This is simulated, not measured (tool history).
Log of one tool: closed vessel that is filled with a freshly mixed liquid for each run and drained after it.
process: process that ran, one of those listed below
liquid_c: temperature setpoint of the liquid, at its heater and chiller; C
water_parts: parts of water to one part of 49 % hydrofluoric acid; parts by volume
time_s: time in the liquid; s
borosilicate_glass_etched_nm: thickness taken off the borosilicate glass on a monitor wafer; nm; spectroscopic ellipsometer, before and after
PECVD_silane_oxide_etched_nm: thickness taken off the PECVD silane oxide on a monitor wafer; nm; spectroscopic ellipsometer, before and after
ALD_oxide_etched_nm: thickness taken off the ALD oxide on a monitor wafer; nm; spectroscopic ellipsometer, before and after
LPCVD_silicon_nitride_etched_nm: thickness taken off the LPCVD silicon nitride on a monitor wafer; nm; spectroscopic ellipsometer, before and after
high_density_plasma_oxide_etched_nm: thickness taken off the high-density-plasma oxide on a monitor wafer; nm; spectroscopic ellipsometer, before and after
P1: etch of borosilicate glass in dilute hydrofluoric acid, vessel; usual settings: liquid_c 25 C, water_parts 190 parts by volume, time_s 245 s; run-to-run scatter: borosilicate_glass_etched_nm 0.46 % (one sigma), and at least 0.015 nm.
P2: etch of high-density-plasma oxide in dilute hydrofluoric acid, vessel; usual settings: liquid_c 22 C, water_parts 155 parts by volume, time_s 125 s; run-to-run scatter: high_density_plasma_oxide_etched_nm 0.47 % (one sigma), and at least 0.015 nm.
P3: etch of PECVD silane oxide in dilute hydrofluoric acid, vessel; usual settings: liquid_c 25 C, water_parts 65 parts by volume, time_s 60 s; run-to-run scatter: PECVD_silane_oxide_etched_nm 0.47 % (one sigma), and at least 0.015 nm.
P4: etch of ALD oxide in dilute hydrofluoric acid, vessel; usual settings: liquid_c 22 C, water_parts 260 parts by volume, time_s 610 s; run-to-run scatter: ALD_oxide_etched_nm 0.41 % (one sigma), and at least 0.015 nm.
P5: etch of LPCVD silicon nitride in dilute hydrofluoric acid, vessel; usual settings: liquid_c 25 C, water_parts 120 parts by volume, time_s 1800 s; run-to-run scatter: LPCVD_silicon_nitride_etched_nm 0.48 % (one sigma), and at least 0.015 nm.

run   hour  process  liquid_c  water_parts  time_s  hours since the thermometer was replaced  hours since the hydrofluoric acid flow meter was replaced  borosilicate_glass_etched_nm  PECVD_silane_oxide_etched_nm  ALD_oxide_etched_nm  LPCVD_silicon_nitride_etched_nm  high_density_plasma_oxide_etched_nm
  1    2.8       P1        25          190     245                                    1133.6                                                      368.8                        40.158
  2    7.9       P3        25           65     100                                    1138.7                                                      373.9                                                      39.216
  3   11.8       P4        22          365     610                                    1142.6                                                      377.8                                                                           12.087
  4   15.9       P5      18.5          120    1800                                    1146.7                                                      381.9                                                                                                            5.7583
  5   19.3       P4        22          260     290                                    1150.1                                                      385.3                                                                           8.9632
  6   25.4       P1      18.5          190     110                                    1156.2                                                      391.4                        14.163
  7   30.9       P3        25           65      60                                    1161.7                                                      396.9                                                      23.495
  8     34       P3        25           65      60                                    1164.8                                                        400                                                      23.481
  9   39.6       P1        25          190     245                                    1170.4                                                      405.6                        40.231
 10   43.5       P2        17          155     125                                    1174.3                                                      409.5                                                                                                                                                 3.5252
 11   49.6       P5        25          120     540                                    1180.4                                                      415.6                                                                                                            2.6659
 12   52.7       P4        22          260     610                                    1183.5                                                      418.7                                                                           18.779
 13   57.9       P1        25          190     390                                    1188.7                                                      423.9                        64.581
 14   62.4       P2        22          155     125                                    1193.2                                                      428.4                                                                                                                                                 4.3243
 15   65.7       P1      31.5          190     245                                    1196.5                                                      431.7                        50.682
 16     72       P2        22           25     125                                    1202.8                                                        438                                                                                                                                                 31.333
 17   78.2       P1        25          315     245                                      1209                                                      444.2                        21.529
 18   84.4       P1        25          190     105                                    1215.2                                                      450.4                        17.338
 19   89.6       P5        25          120    1800                                    1220.4                                                      455.6                                                                                                            8.8695
 20   95.1       P2        22          155     190                                    1225.9                                                      461.1                                                                                                                                                 6.5567
 21   98.2       P1        20          190     245                                      1229                                                      464.2                        33.748
 22  103.2       P4        22          260     610                                      1234                                                      469.2                                                                           18.796
 23  107.6       P2        22          155     125                                    1238.4                                                      473.6                                                                                                                                                  4.332
 24  111.8       P3        25           95      60                                    1242.6                                                      477.8                                                      15.439
 25  117.2       P3        18           65      60                                      1248                                                      483.2                                                      17.606
 26  123.2       P1        25          190     245                                      1254                                                      489.2                        40.462
 27  129.1       P1        25          190     245                                    1259.9                                                      495.1                        40.429
 28  134.7       P1        25          190     245                                    1265.5                                                      500.7                        40.576
 29  137.5       P5        25          120    1800                                    1268.3                                                      503.5                                                                                                            8.9787
 30  141.1       P1        25           90     245                                    1271.9                                                      507.1                        95.758
 31  145.2       P5        25          205    1800                                      1276                                                      511.2                                                                                                            5.2202
 32  150.9       P4      29.5          260     610                                    1281.7                                                      516.9                                                                           24.457
 33    157       P1        25          190     245                                    1287.8                                                        523                        40.529
 34    162       P1        25          190     245                                    1292.8                                                        528                        41.508
 35  165.2       P1        25          190     245                                      1296                                                      531.2                         41.28
 36  168.6       P1        25          190     245                                    1299.4                                                      534.6                        41.666
 37  172.5       P1        25          190     245                                    1303.3                                                      538.5                        41.931
 38  178.2       P1        25          190     245                                      1309                                                      544.2                        42.459
 39  184.3       P1        25          190     245                                    1315.1                                                      550.3                        42.041
 40  187.9       P1        25          190     245                                    1318.7                                                      553.9                        42.374
 41  191.8       P1        25          190     245                                    1322.6                                                      557.8                        42.245
 42    195       P1        25          190     245                                    1325.8                                                        561                        42.138
 43  198.7       P1        25          190     245                                    1329.5                                                      564.7                        43.001
 44  201.7       P1        25          190     245                                    1332.5                                                      567.7                        42.548

What P1 gives has crept away from where it was. These 2 causes fit the log equally well, each at the size given:
A: hydrofluoric acid flow above the setpoint (%) = 4.39
B: liquid hotter than its thermometer reads (K) = 1.43
The creep began at about hour 157.

4 check runs are offered, one wafer each, their results left as question marks. Which one tells the causes apart?
check 1  204.7       P4        22          260     610                                                                                                                                                                                     ?
check 2  204.7       P3        25           65      60                                                                                                                                                                ?
check 3  204.7       P5        25          120    1800                                                                                                                                                                                                                      ?
check 4  204.7       P2        22          155     125                                                                                                                                                                                                                                                           ?

What each check would give under each cause:
  check                               result    if A    if B
check 1                  ALD_oxide_etched_nm  19.852  19.815
check 2         PECVD_silane_oxide_etched_nm  24.653   24.92
check 3      LPCVD_silicon_nitride_etched_nm  9.2982  9.7696
check 4  high_density_plasma_oxide_etched_nm  4.5441  4.5674
How far apart the two closest causes lie, in the result that separates them most: check 1 0.19 %; check 2 1.08 %; check 3 4.95 %; check 4 0.51 %
Only check 3 tells the causes apart: in the others they would give nearly the same result.

Then check 3 was run and gave: LPCVD_silicon_nitride_etched_nm 9.2739 nm. Which cause is it?

It is A: hydrofluoric acid flow above the setpoint (%).
